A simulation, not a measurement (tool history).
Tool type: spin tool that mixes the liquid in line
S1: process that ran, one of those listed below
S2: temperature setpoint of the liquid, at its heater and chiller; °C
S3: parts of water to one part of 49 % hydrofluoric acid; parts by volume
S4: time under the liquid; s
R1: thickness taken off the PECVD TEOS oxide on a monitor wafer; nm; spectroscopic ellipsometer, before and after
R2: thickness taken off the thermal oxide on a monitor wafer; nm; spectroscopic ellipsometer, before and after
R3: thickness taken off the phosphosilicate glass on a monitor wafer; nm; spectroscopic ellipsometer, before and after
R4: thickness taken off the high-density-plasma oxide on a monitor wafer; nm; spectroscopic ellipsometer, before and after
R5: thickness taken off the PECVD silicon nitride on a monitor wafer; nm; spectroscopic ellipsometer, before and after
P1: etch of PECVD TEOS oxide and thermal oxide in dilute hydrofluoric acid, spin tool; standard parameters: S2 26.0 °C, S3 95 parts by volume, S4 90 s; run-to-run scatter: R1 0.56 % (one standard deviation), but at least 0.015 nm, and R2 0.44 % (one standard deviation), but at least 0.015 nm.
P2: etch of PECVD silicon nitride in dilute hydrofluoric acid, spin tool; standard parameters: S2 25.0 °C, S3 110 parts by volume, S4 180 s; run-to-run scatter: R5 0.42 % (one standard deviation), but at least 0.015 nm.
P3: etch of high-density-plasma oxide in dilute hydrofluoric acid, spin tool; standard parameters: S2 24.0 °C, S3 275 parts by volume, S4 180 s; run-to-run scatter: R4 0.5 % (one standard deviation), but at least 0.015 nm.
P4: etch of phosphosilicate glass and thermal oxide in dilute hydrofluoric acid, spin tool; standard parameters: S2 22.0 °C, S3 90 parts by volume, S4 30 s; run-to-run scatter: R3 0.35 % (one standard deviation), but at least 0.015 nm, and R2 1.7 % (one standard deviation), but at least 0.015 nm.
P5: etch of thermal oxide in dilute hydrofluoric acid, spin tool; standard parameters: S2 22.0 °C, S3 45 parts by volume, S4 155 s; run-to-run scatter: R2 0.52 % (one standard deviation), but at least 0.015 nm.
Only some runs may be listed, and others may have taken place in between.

| run | hour | S1 | S2 | S3 | S4 | R1 | R2 | R3 | R4 | R5 |
|---|---|---|---|---|---|---|---|---|---|---|
| 1 | 5.9 | P1 | 26.0 | 95 | 90 | 14.7710 | 4.80010 |  |  |  |
| 2 | 9.1 | P4 | 22.0 | 165 | 30 |  | 0.74469 | 24.649 |  |  |
| 3 | 13.4 | P1 | 18.0 | 95 | 90 | 10.7240 | 3.46520 |  |  |  |
| 4 | 17.1 | P4 | 17.0 | 90 | 30 |  | 1.23690 | 39.995 |  |  |
|  | 17.9 | hydrofluoric acid flow meter replaced |
| 5 | 20.9 | P1 | 26.0 | 95 | 170 | 28.0070 | 9.05880 |  |  |  |
| 6 | 23.7 | P3 | 31.5 | 275 | 180 |  |  |  | 6.4360 |  |
| 7 | 27.5 | P1 | 26.0 | 155 | 40 | 3.7042 | 1.21740 |  |  |  |
| 8 | 31.5 | P1 | 26.0 | 95 | 90 | 14.7640 | 4.82970 |  |  |  |
| 9 | 34.3 | P1 | 26.0 | 95 | 90 | 14.7190 | 4.79990 |  |  |  |
| 10 | 40.1 | P1 | 34.0 | 95 | 90 | 19.8860 | 6.41860 |  |  |  |
| 11 | 45.3 | P2 | 25.0 | 110 | 65 |  |  |  |  | 1.9011 |
| 12 | 51.1 | P1 | 26.0 | 95 | 90 | 14.7080 | 4.77520 |  |  |  |
| 13 | 54.2 | P4 | 22.0 | 90 | 30 |  | 1.58010 | 48.873 |  |  |
| 14 | 57.7 | P3 | 24.0 | 115 | 180 |  |  |  | 14.0160 |  |
| 15 | 61.3 | P2 | 25.0 | 195 | 180 |  |  |  |  | 2.9446 |
| 16 | 65.1 | P2 | 19.0 | 110 | 180 |  |  |  |  | 3.4526 |
| 17 | 70.5 | P1 | 26.0 | 95 | 20 | 3.2463 | 1.07160 |  |  |  |
| 18 | 76.6 | P1 | 26.0 | 95 | 90 | 14.8110 | 4.80210 |  |  |  |
| 19 | 81.6 | P1 | 26.0 | 55 | 90 | 26.7060 | 8.74270 |  |  |  |
| 20 | 84.7 | P5 | 22.0 | 45 | 155 |  | 15.32800 |  |  |  |
| 21 | 90.3 | P3 | 24.0 | 275 | 350 |  |  |  | 9.6602 |  |
| 22 | 95.9 | P4 | 22.0 | 90 | 30 |  | 1.51770 | 49.351 |  |  |
| 23 | 99.9 | P2 | 25.0 | 110 | 180 |  |  |  |  | 5.2008 |
| 24 | 105.5 | P5 | 22.0 | 45 | 15 |  | 1.46080 |  |  |  |
| 25 | 111.2 | P1 | 26.0 | 170 | 90 | 7.4101 | 2.46270 |  |  |  |
| 26 | 116.1 | P1 | 26.0 | 95 | 90 | 14.6340 | 4.79820 |  |  |  |
| 27 | 120.7 | P4 | 22.0 | 90 | 15 |  | 0.76379 | 24.688 |  |  |
| 28 | 124.3 | P5 | 22.0 | 75 | 155 |  | 8.79060 |  |  |  |
| 29 | 129.8 | P2 | 25.0 | 110 | 180 |  |  |  |  | 5.1897 |
| 30 | 133.3 | P1 | 26.0 | 95 | 90 | 14.6780 | 4.75200 |  |  |  |
| 31 | 138.7 | P5 | 30.5 | 45 | 155 |  | 21.57700 |  |  |  |
| 32 | 144.7 | P3 | 24.0 | 275 | 180 |  |  |  | 4.9702 |  |
| 33 | 150.4 | P1 | 26.0 | 95 | 90 | 14.7610 | 4.81320 |  |  |  |
| 34 | 154.7 | P1 | 26.0 | 95 | 90 | 15.0430 | 4.88500 |  |  |  |
| 35 | 159.6 | P1 | 26.0 | 95 | 90 | 15.1860 | 4.99380 |  |  |  |
| 36 | 162.9 | P1 | 26.0 | 95 | 90 | 15.3810 | 5.00890 |  |  |  |
| 37 | 166.0 | P1 | 26.0 | 95 | 90 | 15.5520 | 4.98810 |  |  |  |
| 38 | 171.9 | P1 | 26.0 | 95 | 90 | 15.4720 | 5.04310 |  |  |  |
| 39 | 176.4 | P1 | 26.0 | 95 | 90 | 15.5360 | 5.02620 |  |  |  |
| 40 | 182.0 | P1 | 26.0 | 95 | 90 | 15.5830 | 5.07300 |  |  |  |
| 41 | 186.8 | P1 | 26.0 | 95 | 90 | 15.5080 | 5.02840 |  |  |  |

Compared with where it was, what P1 gives has crept away. Each cause listed below fits the log as well as the rest, at the size given for it:
A: hydrofluoric acid flow above the setpoint (%) = 4.9
B: liquid hotter than its thermometer reads (K) = 1.39
Onset of the creep was near hour 150.4.

Question marks stand in for the results of the 4 check runs listed below, each run on one wafer. Under which run would the listed causes show clearly different results?
| check 1 | 191.6 | P5 | 22.0 | 45 | 15 |  | ? |  |  |  |
| check 2 | 191.6 | P3 | 31.5 | 170 | 180 |  |  |  | ? |  |
| check 3 | 191.6 | P4 | 22.0 | 150 | 15 |  | ? | ? |  |  |
| check 4 | 191.6 | P2 | 20.5 | 140 | 180 |  |  |  |  | ? |

Outcome of each check run for each possible cause:
| check | result | if A | if B |
|---|---|---|---|
| check 1 | R2 | 1.55140 | 1.56320 |
| check 2 | R4 | 12.4740 | 12.3460 |
| check 3 | R2 | 0.45537 | 0.45460 |
| check 3 | R3 | 14.585 | 14.560 |
| check 4 | R5 | 3.1758 | 3.3238 |
Per check, the gap between the least separated pair of causes, taken in the result that splits them most: check 1 0.76 %; check 2 1.03 %; check 3 0.17 %; check 4 4.55 %
The other checks would show nearly matching results whichever cause is true, so check 4 is the only one that separates the causes.

With check 4 done, the readings were: R5 3.3606 nm. Identify which of the listed causes applies.

Of the candidate causes, it is B: liquid hotter than its thermometer reads (K).
